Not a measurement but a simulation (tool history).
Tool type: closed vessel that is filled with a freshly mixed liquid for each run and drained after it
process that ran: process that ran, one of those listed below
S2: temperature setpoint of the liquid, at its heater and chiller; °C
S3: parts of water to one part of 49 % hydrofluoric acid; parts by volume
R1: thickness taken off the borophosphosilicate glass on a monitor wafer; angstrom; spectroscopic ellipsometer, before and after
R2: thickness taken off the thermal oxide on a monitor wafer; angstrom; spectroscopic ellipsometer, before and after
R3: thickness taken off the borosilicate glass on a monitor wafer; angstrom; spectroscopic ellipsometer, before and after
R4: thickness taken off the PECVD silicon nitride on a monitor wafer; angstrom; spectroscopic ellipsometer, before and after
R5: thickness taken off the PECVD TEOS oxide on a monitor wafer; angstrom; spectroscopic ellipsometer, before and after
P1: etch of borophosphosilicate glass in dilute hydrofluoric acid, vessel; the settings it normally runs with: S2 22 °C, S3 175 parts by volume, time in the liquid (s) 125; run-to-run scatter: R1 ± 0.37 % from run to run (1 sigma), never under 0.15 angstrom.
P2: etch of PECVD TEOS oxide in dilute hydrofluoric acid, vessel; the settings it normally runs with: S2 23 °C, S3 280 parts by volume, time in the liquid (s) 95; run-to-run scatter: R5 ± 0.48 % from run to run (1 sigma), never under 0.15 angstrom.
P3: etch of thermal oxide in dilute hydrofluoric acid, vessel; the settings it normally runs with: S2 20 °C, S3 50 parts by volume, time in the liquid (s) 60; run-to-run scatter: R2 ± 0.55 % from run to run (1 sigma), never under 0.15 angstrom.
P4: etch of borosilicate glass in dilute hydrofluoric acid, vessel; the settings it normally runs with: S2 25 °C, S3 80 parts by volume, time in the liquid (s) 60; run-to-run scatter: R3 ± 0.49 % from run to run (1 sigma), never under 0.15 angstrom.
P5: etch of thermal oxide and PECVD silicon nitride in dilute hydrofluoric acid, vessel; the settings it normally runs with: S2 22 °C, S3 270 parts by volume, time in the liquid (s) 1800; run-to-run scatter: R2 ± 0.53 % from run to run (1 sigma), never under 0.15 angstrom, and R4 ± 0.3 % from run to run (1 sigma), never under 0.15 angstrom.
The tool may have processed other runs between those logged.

Run 1, hour 9.3: process that ran P1, S2 22 °C, S3 175 parts by volume, time in the liquid (s) 125. Result: R1 291.11 angstrom.
Run 2, hour 19.8: process that ran P1, S2 22 °C, S3 175 parts by volume, time in the liquid (s) 125. Result: R1 292.99 angstrom.
Run 3, hour 33.2: process that ran P3, S2 20 °C, S3 50 parts by volume, time in the liquid (s) 85. Result: R2 70.649 angstrom.
Run 4, hour 47.4: process that ran P4, S2 25 °C, S3 80 parts by volume, time in the liquid (s) 60. Result: R3 193.88 angstrom.
At hour 60.5: thermometer replaced.
Run 5, hour 61.1: process that ran P1, S2 22 °C, S3 55 parts by volume, time in the liquid (s) 230. Result: R1 1960 angstrom.
Run 6, hour 77.4: process that ran P5, S2 17 °C, S3 270 parts by volume, time in the liquid (s) 1800. Result: R2 204.02 angstrom, R4 118.36 angstrom.
Run 7, hour 92.3: process that ran P4, S2 25 °C, S3 80 parts by volume, time in the liquid (s) 30. Result: R3 97.519 angstrom.
Run 8, hour 102.5: process that ran P4, S2 25 °C, S3 125 parts by volume, time in the liquid (s) 60. Result: R3 117.14 angstrom.
Run 9, hour 113: process that ran P3, S2 20 °C, S3 20 parts by volume, time in the liquid (s) 60. Result: R2 128.88 angstrom.
Run 10, hour 123: process that ran P2, S2 23 °C, S3 280 parts by volume, time in the liquid (s) 170. Result: R5 87.43 angstrom.
Run 11, hour 138.8: process that ran P1, S2 22 °C, S3 50 parts by volume, time in the liquid (s) 125. Result: R1 1170.2 angstrom.
At hour 139.4: hydrofluoric acid flow meter replaced.
Run 12, hour 151.7: process that ran P5, S2 22 °C, S3 270 parts by volume, time in the liquid (s) 1800. Result: R2 247.23 angstrom, R4 164.6 angstrom.
Run 13, hour 162.8: process that ran P1, S2 22 °C, S3 175 parts by volume, time in the liquid (s) 220. Result: R1 517.18 angstrom.
Run 14, hour 175.6: process that ran P4, S2 25 °C, S3 80 parts by volume, time in the liquid (s) 60. Result: R3 193.79 angstrom.
Run 15, hour 184.4: process that ran P1, S2 22 °C, S3 175 parts by volume, time in the liquid (s) 125. Result: R1 291.91 angstrom.
Run 16, hour 196.3: process that ran P1, S2 22 °C, S3 175 parts by volume, time in the liquid (s) 125. Result: R1 291.37 angstrom.
Run 17, hour 203.9: process that ran P1, S2 22 °C, S3 245 parts by volume, time in the liquid (s) 125. Result: R1 195.07 angstrom.
Run 18, hour 217: process that ran P4, S2 18.5 °C, S3 80 parts by volume, time in the liquid (s) 60. Result: R3 149.54 angstrom.
Run 19, hour 229.8: process that ran P2, S2 19.5 °C, S3 280 parts by volume, time in the liquid (s) 95. Result: R5 42.974 angstrom.
Run 20, hour 242.5: process that ran P2, S2 23 °C, S3 280 parts by volume, time in the liquid (s) 95. Result: R5 48.577 angstrom.
Run 21, hour 254.3: process that ran P1, S2 22 °C, S3 175 parts by volume, time in the liquid (s) 30. Result: R1 69.922 angstrom.
Run 22, hour 264.2: process that ran P1, S2 17 °C, S3 175 parts by volume, time in the liquid (s) 125. Result: R1 242.07 angstrom.
Run 23, hour 277.7: process that ran P3, S2 20 °C, S3 50 parts by volume, time in the liquid (s) 60. Result: R2 50.405 angstrom.
Run 24, hour 288.1: process that ran P2, S2 23 °C, S3 415 parts by volume, time in the liquid (s) 95. Result: R5 28.952 angstrom.
Run 25, hour 303.5: process that ran P1, S2 27 °C, S3 175 parts by volume, time in the liquid (s) 125. Result: R1 351.27 angstrom.
Run 26, hour 312.3: process that ran P5, S2 22 °C, S3 270 parts by volume, time in the liquid (s) 2905. Result: R2 399.72 angstrom, R4 264.69 angstrom.
Run 27, hour 327.2: process that ran P5, S2 22 °C, S3 170 parts by volume, time in the liquid (s) 1800. Result: R2 434 angstrom, R4 257.29 angstrom.
Run 28, hour 336.7: process that ran P5, S2 22 °C, S3 270 parts by volume, time in the liquid (s) 1800. Result: R2 245.66 angstrom, R4 163.92 angstrom.
Run 29, hour 347.5: process that ran P3, S2 17 °C, S3 50 parts by volume, time in the liquid (s) 60. Result: R2 43.466 angstrom.
Run 30, hour 361.4: process that ran P1, S2 22 °C, S3 175 parts by volume, time in the liquid (s) 125. Result: R1 292.74 angstrom.
Run 31, hour 372.1: process that ran P1, S2 22 °C, S3 175 parts by volume, time in the liquid (s) 125. Result: R1 284.65 angstrom.
Run 32, hour 383.6: process that ran P1, S2 22 °C, S3 175 parts by volume, time in the liquid (s) 125. Result: R1 279.83 angstrom.
Run 33, hour 395.9: process that ran P1, S2 22 °C, S3 175 parts by volume, time in the liquid (s) 125. Result: R1 275.67 angstrom.
Run 34, hour 413.1: process that ran P1, S2 22 °C, S3 175 parts by volume, time in the liquid (s) 125. Result: R1 274.72 angstrom.
Run 35, hour 427.9: process that ran P1, S2 22 °C, S3 175 parts by volume, time in the liquid (s) 125. Result: R1 273.35 angstrom.
Run 36, hour 444.3: process that ran P1, S2 22 °C, S3 175 parts by volume, time in the liquid (s) 125. Result: R1 271.57 angstrom.
Run 37, hour 454.1: process that ran P1, S2 22 °C, S3 175 parts by volume, time in the liquid (s) 125. Result: R1 270.13 angstrom.

P1 has crept away from where it was. The log is fitted equally well by each of these 2 causes, at the sizes shown:
A: hydrofluoric acid flow below the setpoint (%) = 5.66
B: liquid colder than its thermometer reads (K) = 1.79
Creep in the process output first set in at about hour 361.4.

Below are 4 check runs, each on a single wafer, with their results shown as question marks. Which of them would tell the listed causes apart, meaning the causes would give clearly different results under it?
Run check 1, hour 463.9: process that ran P4, S2 25 °C, S3 80 parts by volume, time in the liquid (s) 60. Result: R3 ?.
Run check 2, hour 463.9: process that ran P5, S2 22 °C, S3 270 parts by volume, time in the liquid (s) 1800. Result: R2 ?, R4 ?.
Run check 3, hour 463.9: process that ran P2, S2 23 °C, S3 280 parts by volume, time in the liquid (s) 95. Result: R5 ?.
Run check 4, hour 463.9: process that ran P3, S2 20 °C, S3 50 parts by volume, time in the liquid (s) 60. Result: R2 ?.

If the cause were each of the candidates in turn, the checks would give the following:
  check  result    if A    if B
check 1      R3  181.94  180.59
check 2      R2  229.96  231.84
check 2      R4   154.7   146.2
check 3      R5  45.189  45.645
check 4      R2  46.917  46.232
Distance between the nearest two causes, measured in the result of the check that separates them most: check 1 0.74 %; check 2 5.65 %; check 3 1 %; check 4 1.47 %
Only in check 2 would the causes give clearly different results; in the remaining checks their results would be nearly the same.

Check 2 was then run and gave: R2 228.26 angstrom; R4 154.85 angstrom. Which cause is it?

A is the cause: hydrofluoric acid flow below the setpoint (%).
